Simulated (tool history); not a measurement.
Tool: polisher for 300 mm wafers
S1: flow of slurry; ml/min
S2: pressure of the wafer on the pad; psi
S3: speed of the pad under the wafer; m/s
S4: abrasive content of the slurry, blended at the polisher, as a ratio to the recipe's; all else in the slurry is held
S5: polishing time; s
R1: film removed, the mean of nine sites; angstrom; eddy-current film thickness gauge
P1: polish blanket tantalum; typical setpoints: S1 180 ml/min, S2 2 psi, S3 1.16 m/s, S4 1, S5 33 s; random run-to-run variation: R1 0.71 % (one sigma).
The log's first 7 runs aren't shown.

{"run": 8, "hour": 74.4, "S1": 250, "S2": 2, "S3": 1.16, "S4": 1, "S5": 33, "R1": 681.52}
{"run": 9, "hour": 81.7, "S1": 180, "S2": 2, "S3": 1.16, "S4": 1, "S5": 44, "R1": 862.89}
{"run": 10, "hour": 88.8, "S1": 180, "S2": 2, "S3": 1.16, "S4": 1.35, "S5": 33, "R1": 707.94}
{"run": 11, "hour": 99.2, "S1": 180, "S2": 2, "S3": 1.16, "S4": 1, "S5": 33, "R1": 648.61}
{"run": 12, "hour": 110.4, "S1": 180, "S2": 2, "S3": 1.16, "S4": 0.6, "S5": 33, "R1": 553.98}
{"run": 13, "hour": 118.4, "S1": 180, "S2": 2, "S3": 1.16, "S4": 1, "S5": 33, "R1": 651.91}
{"run": 14, "hour": 131.2, "S1": 270, "S2": 2, "S3": 1.66, "S4": 1, "S5": 33, "R1": 976.63}
{"run": 15, "hour": 143.3, "S1": 180, "S2": 1, "S3": 1.16, "S4": 1, "S5": 33, "R1": 327.16}
{"run": 16, "hour": 150.3, "S1": 180, "S2": 2, "S3": 1.16, "S4": 1, "S5": 21, "R1": 419.69}
{"run": 17, "hour": 164.3, "S1": 180, "S2": 2.7, "S3": 1.16, "S4": 0.65, "S5": 33, "R1": 774.94}
{"run": 18, "hour": 177.4, "S1": 180, "S2": 2, "S3": 1.16, "S4": 1, "S5": 33, "R1": 648.03}
{"run": 19, "hour": 190.3, "S1": 180, "S2": 2, "S3": 1.72, "S4": 1, "S5": 45, "R1": 1304.7}
{"run": 20, "hour": 203.4, "S1": 180, "S2": 2, "S3": 1.16, "S4": 1, "S5": 33, "R1": 651.57}
{"run": 21, "hour": 215.7, "S1": 180, "S2": 2, "S3": 1.16, "S4": 1, "S5": 33, "R1": 616.48}
{"run": 22, "hour": 225.2, "S1": 180, "S2": 2, "S3": 1.16, "S4": 1, "S5": 33, "R1": 616.46}
{"run": 23, "hour": 235.7, "S1": 180, "S2": 2, "S3": 1.16, "S4": 1, "S5": 33, "R1": 599.43}
{"hour": 240.2, "done": "worn pad replaced by a new one"}
{"hour": 242.0, "done": "slurry nozzle cleaned"}
{"run": 24, "hour": 244.0, "S1": 180, "S2": 2, "S3": 1.16, "S4": 1, "S5": 33, "R1": 597.27}
{"run": 25, "hour": 251.2, "S1": 180, "S2": 2, "S3": 1.16, "S4": 1, "S5": 33, "R1": 595.32}
{"run": 26, "hour": 258.6, "S1": 180, "S2": 2, "S3": 1.16, "S4": 1, "S5": 33, "R1": 585.77}
{"run": 27, "hour": 270.0, "S1": 180, "S2": 2, "S3": 1.16, "S4": 1, "S5": 33, "R1": 587.19}
{"run": 28, "hour": 281.9, "S1": 180, "S2": 2, "S3": 1.16, "S4": 1, "S5": 33, "R1": 587.87}
{"run": 29, "hour": 289.6, "S1": 180, "S2": 2, "S3": 1.16, "S4": 1, "S5": 33, "R1": 586.68}

Run 30 comes next. What will it give?
{"run": 30, "hour": 302.7, "S1": 180, "S2": 2, "S3": 1.16, "S4": 1, "S5": 33, "R1": "?"}

Run 30 came out at R1 575.97 angstrom.
